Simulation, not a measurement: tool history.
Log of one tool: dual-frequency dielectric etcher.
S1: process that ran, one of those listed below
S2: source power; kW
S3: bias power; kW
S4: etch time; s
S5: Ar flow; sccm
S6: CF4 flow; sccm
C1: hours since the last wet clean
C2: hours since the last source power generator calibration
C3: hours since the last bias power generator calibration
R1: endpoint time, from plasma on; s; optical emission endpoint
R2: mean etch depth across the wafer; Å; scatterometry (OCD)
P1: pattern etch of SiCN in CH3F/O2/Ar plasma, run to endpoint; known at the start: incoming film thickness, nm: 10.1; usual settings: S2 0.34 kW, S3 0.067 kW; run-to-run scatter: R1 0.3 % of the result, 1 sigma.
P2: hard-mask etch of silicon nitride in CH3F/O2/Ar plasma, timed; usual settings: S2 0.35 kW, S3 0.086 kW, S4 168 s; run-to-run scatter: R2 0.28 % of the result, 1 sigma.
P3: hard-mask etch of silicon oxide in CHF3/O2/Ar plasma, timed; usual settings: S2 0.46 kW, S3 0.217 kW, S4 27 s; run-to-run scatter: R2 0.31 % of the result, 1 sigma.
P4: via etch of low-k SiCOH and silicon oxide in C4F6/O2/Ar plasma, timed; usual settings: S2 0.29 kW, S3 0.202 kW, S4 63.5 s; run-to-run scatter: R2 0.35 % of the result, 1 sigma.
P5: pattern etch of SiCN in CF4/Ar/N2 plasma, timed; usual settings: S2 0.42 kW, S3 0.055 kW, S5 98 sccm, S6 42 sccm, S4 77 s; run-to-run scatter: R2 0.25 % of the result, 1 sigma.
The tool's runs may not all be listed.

| run | day | S1 | S2 | S3 | S4 | S5 | S6 | C1 | C2 | C3 | R1 | R2 |
|---|---|---|---|---|---|---|---|---|---|---|---|---|
| 1 | 0.096 | P1 | 0.34 | 0.067 |  |  |  | 113.2 | 3015 | 1947.6 | 30.112 |  |
| 2 | 0.179 | P4 | 0.29 | 0.202 | 63.5 |  |  | 115.2 | 3017 | 1949.6 |  | 1650.9 |
| 3 | 0.283 | P1 | 0.34 | 0.067 |  |  |  | 117.7 | 3019.5 | 1952.1 | 30.162 |  |
| 4 | 0.388 | P1 | 0.34 | 0.067 |  |  |  | 120.2 | 3022 | 1954.6 | 30.026 |  |
| 5 | 0.546 | P1 | 0.23 | 0.067 |  |  |  | 124 | 3025.8 | 1958.4 | 34.809 |  |
| 6 | 0.65 | P5 | 0.42 | 0.055 | 77 | 98 | 42 | 126.5 | 3028.3 | 1960.9 |  | 537.9 |
| 7 | 0.767 | P5 | 0.42 | 0.055 | 77 | 98 | 30 | 129.3 | 3031.1 | 1963.7 |  | 507.17 |
| 8 | 0.921 | P4 | 0.23 | 0.202 | 63.5 |  |  | 133 | 3034.8 | 1967.4 |  | 1501.2 |
| 9 | 1.017 | P1 | 0.47 | 0.047 |  |  |  | 135.3 | 3037.1 | 1969.7 | 29.947 |  |
| 10 | 1.154 | P5 | 0.42 | 0.033 | 77 | 98 | 42 | 138.6 | 3040.4 | 1973 |  | 451.95 |
| 11 | 1.288 | P1 | 0.34 | 0.089 |  |  |  | 141.8 | 3043.6 | 1976.2 | 27.116 |  |
| 12 | 1.458 | P2 | 0.35 | 0.086 | 168 |  |  | 145.9 | 3047.7 | 1980.3 |  | 1166.5 |
| 13 | 1.55 | P4 | 0.29 | 0.202 | 48.5 |  |  | 148.1 | 3049.9 | 1982.5 |  | 1258.9 |
| 14 | 1.721 | P1 | 0.34 | 0.067 |  |  |  | 152.2 | 3054 | 1986.6 | 30.206 |  |
| 15 | 1.825 | P5 | 0.42 | 0.055 | 100 | 98 | 42 | 154.7 | 3056.5 | 1989.1 |  | 694.75 |
| 16 | 1.996 | P4 | 0.29 | 0.122 | 63.5 |  |  | 158.8 | 3060.6 | 1993.2 |  | 1402.8 |
| 17 | 2.154 | P5 | 0.27 | 0.055 | 77 | 98 | 42 | 162.6 | 3064.4 | 1997 |  | 365.37 |
| 18 | 2.279 | P2 | 0.43 | 0.086 | 168 |  |  | 165.6 | 3067.4 | 2000 |  | 1262.4 |
| 19 | 2.425 | P1 | 0.34 | 0.067 |  |  |  | 169.1 | 3070.9 | 2003.5 | 30.137 |  |
| 20 | 2.521 | P5 | 0.42 | 0.055 | 77 | 66 | 42 | 171.4 | 3073.2 | 2005.8 |  | 574.52 |
| 21 | 2.696 | P3 | 0.46 | 0.217 | 36 |  |  | 175.6 | 3077.4 | 2010 |  | 690.03 |
| 22 | 2.817 | P3 | 0.46 | 0.217 | 27 |  |  | 178.5 | 3080.3 | 2012.9 |  | 517.87 |
| 23 | 2.983 | P2 | 0.35 | 0.086 | 226.5 |  |  | 182.5 | 3084.3 | 2016.9 |  | 1570.3 |
| 24 | 3.088 | P3 | 0.46 | 0.217 | 27 |  |  | 185 | 3086.8 | 2019.4 |  | 519.23 |
| 25 | 3.192 | P1 | 0.42 | 0.067 |  |  |  | 187.5 | 3089.3 | 2021.9 | 27.753 |  |
| 26 | 3.354 | P1 | 0.41 | 0.04 |  |  |  | 191.4 | 3093.2 | 2025.8 | 33.072 |  |
| 27 | 3.454 | P5 | 0.42 | 0.055 | 77 | 98 | 42 | 193.8 | 3095.6 | 2028.2 |  | 536.09 |
| 28 | 3.571 | P1 | 0.34 | 0.041 |  |  |  | 196.6 | 3098.4 | 2031 | 35.433 |  |
| 29 | 3.688 | P1 | 0.34 | 0.067 |  |  |  | 199.4 | 3101.2 | 2033.8 | 30.158 |  |
| 30 | 3.821 | P4 | 0.29 | 0.202 | 63.5 |  |  | 202.6 | 3104.4 | 2037 |  | 1654.8 |
| 31 | 3.896 | P2 | 0.35 | 0.086 | 168 |  |  | 204.4 | 3106.2 | 2038.8 |  | 1158.3 |
| 32 | 3.992 | P3 | 0.46 | 0.273 | 27 |  |  | 206.7 | 3108.5 | 2041.1 |  | 562.87 |
| 33 | 4.125 | P2 | 0.35 | 0.051 | 168 |  |  | 209.9 | 3111.7 | 2044.3 |  | 965.79 |
| 34 | 4.292 | P3 | 0.58 | 0.217 | 27 |  |  | 213.9 | 3115.7 | 2048.3 |  | 564.65 |
| 35 | 4.45 | P1 | 0.34 | 0.067 |  |  |  | 217.7 | 3119.5 | 2052.1 | 30.042 |  |
| 36 | 4.608 | P1 | 0.34 | 0.067 |  |  |  | 221.5 | 3123.3 | 2055.9 | 30.26 |  |
| 37 | 4.721 | P1 | 0.34 | 0.067 |  |  |  | 224.2 | 3126 | 2058.6 | 30.422 |  |
| 38 | 4.888 | P1 | 0.34 | 0.067 |  |  |  | 228.2 | 3130 | 2062.6 | 30.654 |  |
| 39 | 4.975 | P1 | 0.34 | 0.067 |  |  |  | 230.3 | 3132.1 | 2064.7 | 30.279 |  |
| 40 | 5.083 | P1 | 0.34 | 0.067 |  |  |  | 232.9 | 3134.7 | 2067.3 | 30.523 |  |
|  | 5.179 | wet clean of the chamber |
| 41 | 5.188 | P1 | 0.34 | 0.067 |  |  |  | 0.3 | 3137.2 | 2069.8 | 30.496 |  |
| 42 | 5.279 | P1 | 0.34 | 0.067 |  |  |  | 2.5 | 3139.4 | 2072 | 30.636 |  |
| 43 | 5.421 | P1 | 0.34 | 0.067 |  |  |  | 5.9 | 3142.8 | 2075.4 | 30.518 |  |
| 44 | 5.508 | P1 | 0.34 | 0.067 |  |  |  | 8 | 3144.9 | 2077.5 | 30.586 |  |
| 45 | 5.596 | P1 | 0.34 | 0.067 |  |  |  | 10.1 | 3147 | 2079.6 | 30.532 |  |

What P1 gives has crept away from where it was. These 2 causes fit the log equally well, each at the size given:
A: source power that arrives under what is set, % = 4
B: bias power that arrives under what is set, % = 4.28
The creep began at about day 4.45.
Why every other cause is out:
chamber walls in a state that lowers the etch rate, %: serviced at day 5.179, which brought nothing back

4 check runs are offered, one wafer each, their results left as question marks. Which one tells the causes apart?
| check 1 | 5.683 | P3 | 0.46 | 0.217 | 27 |  |  |  |  |  |  | ? |
| check 2 | 5.683 | P2 | 0.35 | 0.086 | 168 |  |  |  |  |  |  | ? |
| check 3 | 5.683 | P5 | 0.42 | 0.055 | 77 | 98 | 42 |  |  |  |  | ? |
| check 4 | 5.683 | P4 | 0.29 | 0.202 | 63.5 |  |  |  |  |  |  | ? |

What each check would give under each cause:
| check | result | if A | if B |
|---|---|---|---|
| check 1 | R2 | 509.58 | 509.54 |
| check 2 | R2 | 1143.8 | 1143.3 |
| check 3 | R2 | 517.5 | 528.01 |
| check 4 | R2 | 1624.5 | 1626.6 |
How far apart the two closest causes lie, in the result that separates them most: check 1 0.01 %; check 2 0.04 %; check 3 2.01 %; check 4 0.13 %
Only check 3 tells the causes apart: in the others they would give nearly the same result.

Then check 3 was run and gave: R2 518.47 Å. Which cause is it?

It is A: source power that arrives under what is set, %.
